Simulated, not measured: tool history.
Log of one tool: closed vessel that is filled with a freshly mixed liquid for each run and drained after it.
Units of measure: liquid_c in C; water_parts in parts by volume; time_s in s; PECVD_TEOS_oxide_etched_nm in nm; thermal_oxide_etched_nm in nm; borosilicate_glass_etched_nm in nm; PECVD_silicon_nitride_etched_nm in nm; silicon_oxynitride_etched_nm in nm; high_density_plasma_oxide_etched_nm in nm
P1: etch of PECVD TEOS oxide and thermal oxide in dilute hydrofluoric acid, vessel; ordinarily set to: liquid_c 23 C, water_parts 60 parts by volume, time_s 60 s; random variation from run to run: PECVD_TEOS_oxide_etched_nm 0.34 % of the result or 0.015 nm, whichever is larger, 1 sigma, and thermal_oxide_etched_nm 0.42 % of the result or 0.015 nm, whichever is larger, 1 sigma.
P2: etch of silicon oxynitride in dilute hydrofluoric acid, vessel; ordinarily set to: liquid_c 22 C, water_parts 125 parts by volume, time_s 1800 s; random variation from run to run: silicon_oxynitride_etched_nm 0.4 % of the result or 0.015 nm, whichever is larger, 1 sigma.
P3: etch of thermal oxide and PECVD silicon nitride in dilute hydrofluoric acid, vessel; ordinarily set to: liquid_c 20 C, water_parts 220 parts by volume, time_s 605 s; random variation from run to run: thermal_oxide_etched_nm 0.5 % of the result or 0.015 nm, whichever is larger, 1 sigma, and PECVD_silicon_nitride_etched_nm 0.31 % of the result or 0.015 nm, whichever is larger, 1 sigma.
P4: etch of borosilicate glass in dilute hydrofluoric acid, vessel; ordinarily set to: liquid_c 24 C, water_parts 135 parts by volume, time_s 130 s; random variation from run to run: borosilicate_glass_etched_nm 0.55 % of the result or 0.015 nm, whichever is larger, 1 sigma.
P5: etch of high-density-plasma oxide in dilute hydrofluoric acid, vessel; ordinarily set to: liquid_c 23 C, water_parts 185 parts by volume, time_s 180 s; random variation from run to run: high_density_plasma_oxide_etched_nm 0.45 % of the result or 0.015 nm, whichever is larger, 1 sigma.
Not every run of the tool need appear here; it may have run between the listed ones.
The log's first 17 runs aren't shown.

run,hour,process,liquid_c,water_parts,time_s,hours since the thermometer was replaced,hours since the hydrofluoric acid flow meter was replaced,PECVD_TEOS_oxide_etched_nm,thermal_oxide_etched_nm,borosilicate_glass_etched_nm,PECVD_silicon_nitride_etched_nm,silicon_oxynitride_etched_nm,high_density_plasma_oxide_etched_nm
18,187.1,P2,22,125,1800,1074.6,620.9,,,,,19.479,
19,194.8,P5,17,185,180,1082.3,628.6,,,,,,3.7704
# hour 202.7: hydrofluoric acid flow meter replaced
20,206.7,P1,23,60,60,1094.2,4.1,19.631,4.8358,,,,
21,213.3,P5,23,185,180,1100.8,10.7,,,,,,4.7062
22,227,P1,28,60,60,1114.5,24.4,24.016,5.804,,,,
23,236.8,P1,23,60,30,1124.3,34.2,9.7412,2.4015,,,,
24,250.3,P4,24,70,130,1137.8,47.7,,,55.253,,,
25,263.9,P3,20,350,605,1151.4,61.3,,5.6049,,4.8601,,
26,272.2,P1,23,60,105,1159.7,69.6,33.989,8.4086,,,,
27,286.4,P4,24,135,50,1173.9,83.8,,,10.282,,,
28,301.2,P1,23,60,60,1188.7,98.6,19.493,4.8074,,,,
29,315.1,P1,23,40,60,1202.6,112.5,30.062,7.3842,,,,
30,322.3,P1,23,90,95,1209.8,119.7,19.897,4.8811,,,,
31,331.3,P1,23,110,60,1218.8,128.7,9.969,2.4424,,,,
32,343.6,P4,17.5,135,130,1231.1,141,,,20.524,,,
33,358.6,P5,23,185,180,1246.1,156,,,,,,4.6874
34,369.3,P1,23,60,60,1256.8,166.7,19.574,4.7828,,,,
35,376,P1,23,60,60,1263.5,173.4,19.522,4.7494,,,,
36,385.8,P1,23,60,60,1273.3,183.2,19.177,4.6902,,,,
37,400.9,P1,23,60,60,1288.4,198.3,18.894,4.6145,,,,
38,410.5,P1,23,60,60,1298,207.9,18.657,4.5503,,,,
39,421.5,P1,23,60,60,1309,218.9,18.527,4.4674,,,,
40,434.2,P1,23,60,60,1321.7,231.6,18.365,4.5018,,,,

Run 41, settings as shown, results not yet in. Your forecast:
41,444.4,P1,23,60,60,1331.9,241.8,?,?,,,,

PECVD_TEOS_oxide_etched_nm: 18.43 nm
thermal_oxide_etched_nm: 4.5103 nm

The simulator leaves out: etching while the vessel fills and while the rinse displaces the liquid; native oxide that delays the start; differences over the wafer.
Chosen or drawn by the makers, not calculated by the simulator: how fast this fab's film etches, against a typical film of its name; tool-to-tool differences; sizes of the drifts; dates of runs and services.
